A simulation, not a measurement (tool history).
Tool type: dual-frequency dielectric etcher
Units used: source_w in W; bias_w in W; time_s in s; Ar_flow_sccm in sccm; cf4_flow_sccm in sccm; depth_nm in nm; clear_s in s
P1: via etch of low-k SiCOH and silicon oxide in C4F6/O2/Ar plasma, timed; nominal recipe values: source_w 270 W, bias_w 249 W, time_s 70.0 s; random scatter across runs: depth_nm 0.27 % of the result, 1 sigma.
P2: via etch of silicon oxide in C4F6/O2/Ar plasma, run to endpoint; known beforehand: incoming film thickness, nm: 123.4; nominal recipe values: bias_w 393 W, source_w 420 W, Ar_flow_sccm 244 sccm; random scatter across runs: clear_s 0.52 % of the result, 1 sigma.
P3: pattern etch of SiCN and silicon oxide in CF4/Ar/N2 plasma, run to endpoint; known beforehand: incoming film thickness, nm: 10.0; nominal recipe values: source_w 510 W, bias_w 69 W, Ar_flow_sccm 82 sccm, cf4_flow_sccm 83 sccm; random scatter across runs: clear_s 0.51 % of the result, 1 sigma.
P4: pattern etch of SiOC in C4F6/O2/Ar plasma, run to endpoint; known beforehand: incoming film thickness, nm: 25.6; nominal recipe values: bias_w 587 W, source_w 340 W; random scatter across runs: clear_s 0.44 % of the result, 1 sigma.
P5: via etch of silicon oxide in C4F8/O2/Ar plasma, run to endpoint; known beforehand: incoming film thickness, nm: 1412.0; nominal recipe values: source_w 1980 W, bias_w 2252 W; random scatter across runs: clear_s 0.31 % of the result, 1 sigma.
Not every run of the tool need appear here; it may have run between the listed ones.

Run 1, day 0.500: process P1, source_w 270 W, bias_w 249 W, time_s 70.0 s. Result: depth_nm 168.24 nm.
Run 2, day 1.125: process P1, source_w 200 W, bias_w 249 W, time_s 70.0 s. Result: depth_nm 149.18 nm.
At day 1.358: source power generator calibrated.
Run 3, day 1.404: process P1, source_w 270 W, bias_w 249 W, time_s 70.0 s. Result: depth_nm 168.49 nm.
Run 4, day 1.917: process P3, source_w 510 W, bias_w 69 W, Ar_flow_sccm 51 sccm, cf4_flow_sccm 83 sccm. Result: clear_s 9.9341 s.
Run 5, day 2.362: process P2, source_w 580 W, bias_w 393 W, Ar_flow_sccm 244 sccm. Result: clear_s 25.0430 s.
Run 6, day 2.812: process P3, source_w 510 W, bias_w 69 W, Ar_flow_sccm 82 sccm, cf4_flow_sccm 83 sccm. Result: clear_s 10.5040 s.
Run 7, day 3.383: process P1, source_w 270 W, bias_w 150 W, time_s 70.0 s. Result: depth_nm 142.85 nm.
Run 8, day 3.929: process P4, source_w 340 W, bias_w 587 W. Result: clear_s 8.4651 s.
Run 9, day 4.462: process P1, source_w 270 W, bias_w 249 W, time_s 50.5 s. Result: depth_nm 121.03 nm.
Run 10, day 4.912: process P5, source_w 1980 W, bias_w 2252 W. Result: clear_s 272.8900 s.
Run 11, day 5.454: process P1, source_w 270 W, bias_w 249 W, time_s 70.0 s. Result: depth_nm 167.79 nm.
Run 12, day 5.912: process P5, source_w 1980 W, bias_w 1619 W. Result: clear_s 298.1100 s.
Run 13, day 6.517: process P3, source_w 510 W, bias_w 69 W, Ar_flow_sccm 82 sccm, cf4_flow_sccm 111 sccm. Result: clear_s 10.0180 s.
Run 14, day 6.862: process P1, source_w 270 W, bias_w 321 W, time_s 70.0 s. Result: depth_nm 183.36 nm.
Run 15, day 7.471: process P2, source_w 420 W, bias_w 393 W, Ar_flow_sccm 311 sccm. Result: clear_s 28.7340 s.
Run 16, day 7.896: process P4, source_w 340 W, bias_w 796 W. Result: clear_s 7.4819 s.
Run 17, day 8.225: process P1, source_w 380 W, bias_w 249 W, time_s 70.0 s. Result: depth_nm 191.58 nm.
Run 18, day 8.679: process P3, source_w 510 W, bias_w 85 W, Ar_flow_sccm 82 sccm, cf4_flow_sccm 83 sccm. Result: clear_s 9.7952 s.
Run 19, day 9.304: process P1, source_w 270 W, bias_w 249 W, time_s 99.5 s. Result: depth_nm 238.96 nm.
Run 20, day 9.771: process P5, source_w 2400 W, bias_w 2252 W. Result: clear_s 251.6800 s.
Run 21, day 10.183: process P1, source_w 270 W, bias_w 249 W, time_s 70.0 s. Result: depth_nm 167.91 nm.
Run 22, day 10.471: process P2, source_w 420 W, bias_w 529 W, Ar_flow_sccm 244 sccm. Result: clear_s 25.1300 s.
Run 23, day 10.946: process P1, source_w 320 W, bias_w 249 W, time_s 101.5 s. Result: depth_nm 259.13 nm.
Run 24, day 11.433: process P2, source_w 420 W, bias_w 393 W, Ar_flow_sccm 244 sccm. Result: clear_s 28.2000 s.
Run 25, day 11.833: process P3, source_w 510 W, bias_w 69 W, Ar_flow_sccm 82 sccm, cf4_flow_sccm 83 sccm. Result: clear_s 10.5560 s.
Run 26, day 12.108: process P3, source_w 390 W, bias_w 69 W, Ar_flow_sccm 82 sccm, cf4_flow_sccm 83 sccm. Result: clear_s 13.2550 s.
Run 27, day 12.596: process P4, source_w 220 W, bias_w 587 W. Result: clear_s 9.8861 s.
Run 28, day 13.050: process P1, source_w 270 W, bias_w 249 W, time_s 70.0 s. Result: depth_nm 167.57 nm.
Run 29, day 13.646: process P1, source_w 270 W, bias_w 249 W, time_s 70.0 s. Result: depth_nm 168.48 nm.
Run 30, day 13.946: process P1, source_w 270 W, bias_w 249 W, time_s 70.0 s. Result: depth_nm 169.04 nm.
Run 31, day 14.367: process P1, source_w 270 W, bias_w 249 W, time_s 70.0 s. Result: depth_nm 170.22 nm.
Run 32, day 14.975: process P1, source_w 270 W, bias_w 249 W, time_s 70.0 s. Result: depth_nm 170.17 nm.
Run 33, day 15.354: process P1, source_w 270 W, bias_w 249 W, time_s 70.0 s. Result: depth_nm 170.92 nm.
Run 34, day 15.762: process P1, source_w 270 W, bias_w 249 W, time_s 70.0 s. Result: depth_nm 170.01 nm.
At day 15.804: wet clean of the chamber.
Run 35, day 16.362: process P1, source_w 270 W, bias_w 249 W, time_s 70.0 s. Result: depth_nm 170.46 nm.
Run 36, day 16.879: process P1, source_w 270 W, bias_w 249 W, time_s 70.0 s. Result: depth_nm 170.15 nm.
Run 37, day 17.279: process P1, source_w 270 W, bias_w 249 W, time_s 70.0 s. Result: depth_nm 171.07 nm.
Run 38, day 17.750: process P1, source_w 270 W, bias_w 249 W, time_s 70.0 s. Result: depth_nm 169.86 nm.

What P1 gives has crept off from where it sat before. The 2 causes that follow fit the log equally well, each at the size noted:
A: bias power that arrives over what is set, % = 4.03
B: source power that arrives over what is set, % = 3.68
The process output started creeping at around day 13.050.
Ruled out, with reasons:
chamber walls in a state that raises the etch rate, %: was serviced at day 15.804, once the creep was under way, yet the earlier output never came back

Which of the 4 check runs listed below, each an average over 3 wafers with its results shown as question marks, gives clearly different results under the different listed causes?
Run check 1, day 18.221: process P3, source_w 510 W, bias_w 69 W, Ar_flow_sccm 51 sccm, cf4_flow_sccm 101 sccm. Result: clear_s ?.
Run check 2, day 18.221: process P4, source_w 280 W, bias_w 742 W. Result: clear_s ?.
Run check 3, day 18.221: process P5, source_w 1980 W, bias_w 1746 W. Result: clear_s ?.
Run check 4, day 18.221: process P2, source_w 480 W, bias_w 393 W, Ar_flow_sccm 244 sccm. Result: clear_s ?.

Expected result of each check under each candidate cause:
  check   result      if A      if B
check 1  clear_s    9.5699    9.3713
check 2  clear_s    8.1653    8.1877
check 3  clear_s  289.2700  288.2400
check 4  clear_s   26.2330   26.2490
How far apart the two closest causes lie, in the result that separates them most: check 1 2.1 %; check 2 0.27 %; check 3 0.35 %; check 4 0.06 %
The causes can be told apart only by check 1. The other checks would give nearly the same results under each of them.

Then check 1 was run and gave: clear_s 9.6111 s. Which cause is it?

The cause is A: bias power that arrives over what is set, %.
